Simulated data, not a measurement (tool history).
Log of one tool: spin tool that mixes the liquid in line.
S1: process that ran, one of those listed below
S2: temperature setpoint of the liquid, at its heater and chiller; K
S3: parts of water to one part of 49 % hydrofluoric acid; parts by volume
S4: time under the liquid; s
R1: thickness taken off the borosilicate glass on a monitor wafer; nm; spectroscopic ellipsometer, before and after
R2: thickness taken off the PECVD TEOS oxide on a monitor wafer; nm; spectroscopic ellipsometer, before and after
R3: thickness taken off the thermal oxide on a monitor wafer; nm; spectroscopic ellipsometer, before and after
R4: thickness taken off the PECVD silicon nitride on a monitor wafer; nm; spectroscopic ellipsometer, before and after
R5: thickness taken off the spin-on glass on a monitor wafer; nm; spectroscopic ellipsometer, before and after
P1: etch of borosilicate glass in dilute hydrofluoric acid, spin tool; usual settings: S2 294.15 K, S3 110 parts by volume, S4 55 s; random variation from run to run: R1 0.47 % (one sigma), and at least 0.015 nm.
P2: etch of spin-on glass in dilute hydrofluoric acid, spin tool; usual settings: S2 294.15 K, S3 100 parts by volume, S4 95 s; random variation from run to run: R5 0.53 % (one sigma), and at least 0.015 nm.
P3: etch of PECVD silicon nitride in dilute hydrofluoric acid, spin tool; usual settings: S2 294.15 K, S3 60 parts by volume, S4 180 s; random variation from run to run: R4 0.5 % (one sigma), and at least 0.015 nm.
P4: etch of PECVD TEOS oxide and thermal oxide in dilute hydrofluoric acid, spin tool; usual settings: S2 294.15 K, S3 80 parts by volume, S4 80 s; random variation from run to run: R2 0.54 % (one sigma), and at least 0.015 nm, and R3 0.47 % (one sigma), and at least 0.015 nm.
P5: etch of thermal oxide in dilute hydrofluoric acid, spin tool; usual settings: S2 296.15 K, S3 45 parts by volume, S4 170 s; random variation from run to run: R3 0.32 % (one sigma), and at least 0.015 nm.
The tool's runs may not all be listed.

run 1 hour=11.9 | S1=P1 S2=294.15 S3=110 S4=55 | R1=17.79
run 2 hour=20.7 | S1=P4 S2=294.15 S3=80 S4=140 | R2=42.565 R3=7.8432
run 3 hour=30.8 | S1=P1 S2=302.15 S3=110 S4=55 | R1=24.184
run 4 hour=39 | S1=P1 S2=298.15 S3=60 S4=55 | R1=40.394
run 5 hour=44.7 | S1=P1 S2=294.15 S3=195 S4=90 | R1=14.943
run 6 hour=51.7 | S1=P3 S2=294.15 S3=95 S4=180 | R4=5.4954
run 7 hour=63.7 | S1=P1 S2=294.15 S3=110 S4=55 | R1=17.619
run 8 hour=73.3 | S1=P1 S2=290.15 S3=110 S4=55 | R1=14.84
run 9 hour=79.6 | S1=P2 S2=301.65 S3=100 S4=95 | R5=36.82
run 10 hour=89.3 | S1=P3 S2=294.15 S3=60 S4=50 | R4=2.3816
run 11 hour=98.9 | S1=P1 S2=294.15 S3=30 S4=105 | R1=136.4
run 12 hour=108 | S1=P5 S2=296.15 S3=45 S4=15 | R3=1.6775
run 13 hour=119.5 | S1=P4 S2=294.15 S3=80 S4=80 | R2=24.429 R3=4.5036
run 14 hour=132.1 | S1=P1 S2=294.15 S3=190 S4=55 | R1=9.4199
run 15 hour=141.8 | S1=P2 S2=294.15 S3=100 S4=95 | R5=27.275
run 16 hour=149.3 | S1=P3 S2=301.65 S3=60 S4=180 | R4=14.042
run 17 hour=158.8 | S1=P1 S2=294.15 S3=110 S4=55 | R1=17.648
run 18 hour=167.4 | S1=P5 S2=296.15 S3=45 S4=170 | R3=19.381
run 19 hour=177.2 | S1=P3 S2=294.15 S3=60 S4=180 | R4=8.5999
run 20 hour=188 | S1=P3 S2=294.15 S3=60 S4=180 | R4=8.5906
run 21 hour=196.2 | S1=P1 S2=294.15 S3=30 S4=55 | R1=72.292
run 22 hour=206.3 | S1=P1 S2=294.15 S3=110 S4=55 | R1=17.743
run 23 hour=214.5 | S1=P4 S2=301.15 S3=80 S4=80 | R2=32.692 R3=5.9496
run 24 hour=221.3 | S1=P1 S2=294.15 S3=110 S4=55 | R1=17.625
run 25 hour=232.8 | S1=P4 S2=294.15 S3=120 S4=80 | R2=15.577 R3=2.8198
run 26 hour=239.6 | S1=P1 S2=294.15 S3=110 S4=105 | R1=33.575
run 27 hour=245.9 | S1=P5 S2=302.65 S3=45 S4=170 | R3=25.253
run 28 hour=255.5 | S1=P2 S2=294.15 S3=100 S4=95 | R5=27.355
run 29 hour=262.5 | S1=P5 S2=296.15 S3=20 S4=170 | R3=45.191
-- hour=269.8 thermometer replaced
run 30 hour=275.6 | S1=P2 S2=294.15 S3=55 S4=95 | R5=51.854
run 31 hour=285.3 | S1=P2 S2=294.15 S3=100 S4=180 | R5=52.04
run 32 hour=295.3 | S1=P5 S2=296.15 S3=45 S4=170 | R3=19.407
run 33 hour=304.5 | S1=P1 S2=294.15 S3=110 S4=15 | R1=4.834
run 34 hour=316.8 | S1=P1 S2=294.15 S3=110 S4=55 | R1=17.645
run 35 hour=325.7 | S1=P1 S2=294.15 S3=110 S4=55 | R1=18.461
run 36 hour=332.1 | S1=P1 S2=294.15 S3=110 S4=55 | R1=18.769
run 37 hour=340.6 | S1=P1 S2=294.15 S3=110 S4=55 | R1=19.004
run 38 hour=350.3 | S1=P1 S2=294.15 S3=110 S4=55 | R1=19.21
run 39 hour=358.4 | S1=P1 S2=294.15 S3=110 S4=55 | R1=19.261
run 40 hour=367.5 | S1=P1 S2=294.15 S3=110 S4=55 | R1=19.443
run 41 hour=376.1 | S1=P1 S2=294.15 S3=110 S4=55 | R1=19.467

What P1 gives has crept away from where it was. These 2 causes fit the log equally well, each at the size given:
A: liquid hotter than its thermometer reads (K) = 2.3
B: hydrofluoric acid flow above the setpoint (%) = 8.54
The creep began at about hour 316.8.

4 check runs are offered, one wafer each, their results left as question marks. Which one tells the causes apart?
run check 1 hour=384.7 | S1=P4 S2=300.15 S3=80 S4=130 | R2=? R3=?
run check 2 hour=384.7 | S1=P2 S2=298.15 S3=100 S4=160 | R5=?
run check 3 hour=384.7 | S1=P3 S2=299.15 S3=60 S4=180 | R4=?
run check 4 hour=384.7 | S1=P5 S2=302.65 S3=45 S4=40 | R3=?

What each check would give under each cause:
check=check_1 result=R2 if_A=55.355 if_B=55.426
check=check_1 result=R3 if_A=10.156 if_B=10.169
check=check_2 result=R5 if_A=58.974 if_B=59.126
check=check_3 result=R4 if_A=13.994 if_B=13.048
check=check_4 result=R3 if_A=6.5108 if_B=6.4922
How far apart the two closest causes lie, in the result that separates them most: check 1 0.13 %; check 2 0.26 %; check 3 7 %; check 4 0.29 %
Check 3 tells the causes apart: in the others they would give nearly the same result.

Then check 3 was run and gave: R4 14.073 nm. Which cause is it?

It is A: liquid hotter than its thermometer reads (K).

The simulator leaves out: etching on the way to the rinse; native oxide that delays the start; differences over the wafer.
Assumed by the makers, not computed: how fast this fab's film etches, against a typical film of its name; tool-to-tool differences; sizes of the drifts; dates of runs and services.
